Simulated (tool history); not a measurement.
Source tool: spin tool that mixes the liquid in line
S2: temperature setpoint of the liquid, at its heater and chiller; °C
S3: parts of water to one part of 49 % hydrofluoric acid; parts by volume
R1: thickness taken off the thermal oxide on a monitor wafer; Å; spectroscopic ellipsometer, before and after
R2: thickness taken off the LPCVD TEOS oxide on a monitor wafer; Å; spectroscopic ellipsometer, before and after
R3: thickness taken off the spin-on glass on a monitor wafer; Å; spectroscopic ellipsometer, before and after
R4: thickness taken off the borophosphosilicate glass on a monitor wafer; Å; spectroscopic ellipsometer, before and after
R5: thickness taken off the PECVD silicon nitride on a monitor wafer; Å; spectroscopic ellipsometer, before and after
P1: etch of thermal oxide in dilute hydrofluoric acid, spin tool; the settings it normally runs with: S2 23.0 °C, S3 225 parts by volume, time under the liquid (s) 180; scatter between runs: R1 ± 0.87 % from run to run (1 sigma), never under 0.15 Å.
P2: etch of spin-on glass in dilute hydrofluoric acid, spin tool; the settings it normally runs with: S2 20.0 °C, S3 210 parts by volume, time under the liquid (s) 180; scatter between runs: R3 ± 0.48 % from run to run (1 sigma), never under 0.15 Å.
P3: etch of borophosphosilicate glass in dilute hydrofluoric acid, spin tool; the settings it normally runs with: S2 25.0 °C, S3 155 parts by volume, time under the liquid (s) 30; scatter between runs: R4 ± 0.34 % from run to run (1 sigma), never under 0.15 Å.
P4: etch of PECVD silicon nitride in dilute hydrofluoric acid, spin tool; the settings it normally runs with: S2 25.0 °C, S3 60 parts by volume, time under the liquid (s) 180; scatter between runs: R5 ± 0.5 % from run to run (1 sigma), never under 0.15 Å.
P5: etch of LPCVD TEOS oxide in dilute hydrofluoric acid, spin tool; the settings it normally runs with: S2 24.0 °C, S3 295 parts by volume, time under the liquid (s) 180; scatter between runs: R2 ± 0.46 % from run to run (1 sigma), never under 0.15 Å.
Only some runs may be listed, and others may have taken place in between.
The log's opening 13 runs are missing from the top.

Run 14, day 1.838: process that ran P4, S2 29.5 °C, S3 60 parts by volume, time under the liquid (s) 180. Result: R5 110.590 Å.
Run 15, day 1.971: process that ran P5, S2 24.0 °C, S3 295 parts by volume, time under the liquid (s) 180. Result: R2 100.22 Å.
Run 16, day 2.112: process that ran P1, S2 23.0 °C, S3 225 parts by volume, time under the liquid (s) 180. Result: R1 31.306 Å.
Run 17, day 2.288: process that ran P1, S2 23.0 °C, S3 225 parts by volume, time under the liquid (s) 180. Result: R1 31.507 Å.
Run 18, day 2.454: process that ran P1, S2 23.0 °C, S3 75 parts by volume, time under the liquid (s) 180. Result: R1 111.950 Å.
Run 19, day 2.550: process that ran P3, S2 25.0 °C, S3 155 parts by volume, time under the liquid (s) 30. Result: R4 120.92 Å.
Run 20, day 2.671: process that ran P5, S2 24.0 °C, S3 295 parts by volume, time under the liquid (s) 265. Result: R2 147.72 Å.
Run 21, day 2.758: process that ran P2, S2 20.0 °C, S3 210 parts by volume, time under the liquid (s) 305. Result: R3 351.36 Å.
Run 22, day 2.900: process that ran P3, S2 25.0 °C, S3 275 parts by volume, time under the liquid (s) 30. Result: R4 59.61 Å.
Run 23, day 3.029: process that ran P1, S2 19.0 °C, S3 225 parts by volume, time under the liquid (s) 180. Result: R1 27.587 Å.
Run 24, day 3.158: process that ran P1, S2 23.0 °C, S3 325 parts by volume, time under the liquid (s) 180. Result: R1 19.653 Å.
Run 25, day 3.258: process that ran P3, S2 25.0 °C, S3 155 parts by volume, time under the liquid (s) 45. Result: R4 180.32 Å.
Run 26, day 3.371: process that ran P1, S2 23.0 °C, S3 225 parts by volume, time under the liquid (s) 295. Result: R1 51.243 Å.
Run 27, day 3.488: process that ran P4, S2 25.0 °C, S3 60 parts by volume, time under the liquid (s) 55. Result: R5 25.085 Å.
Run 28, day 3.608: process that ran P4, S2 25.0 °C, S3 60 parts by volume, time under the liquid (s) 180. Result: R5 82.686 Å.
Run 29, day 3.700: process that ran P4, S2 25.0 °C, S3 20 parts by volume, time under the liquid (s) 180. Result: R5 240.100 Å.
Run 30, day 3.796: process that ran P1, S2 28.5 °C, S3 225 parts by volume, time under the liquid (s) 275. Result: R1 58.772 Å.
Run 31, day 3.933: process that ran P1, S2 23.0 °C, S3 225 parts by volume, time under the liquid (s) 180. Result: R1 31.465 Å.
Run 32, day 4.042: process that ran P1, S2 23.0 °C, S3 225 parts by volume, time under the liquid (s) 180. Result: R1 32.401 Å.

Predict the results of run 33:
Run 33, day 4.179: process that ran P1, S2 23.0 °C, S3 225 parts by volume, time under the liquid (s) 180. Result: R1 ?.

R1: 32.793 Å
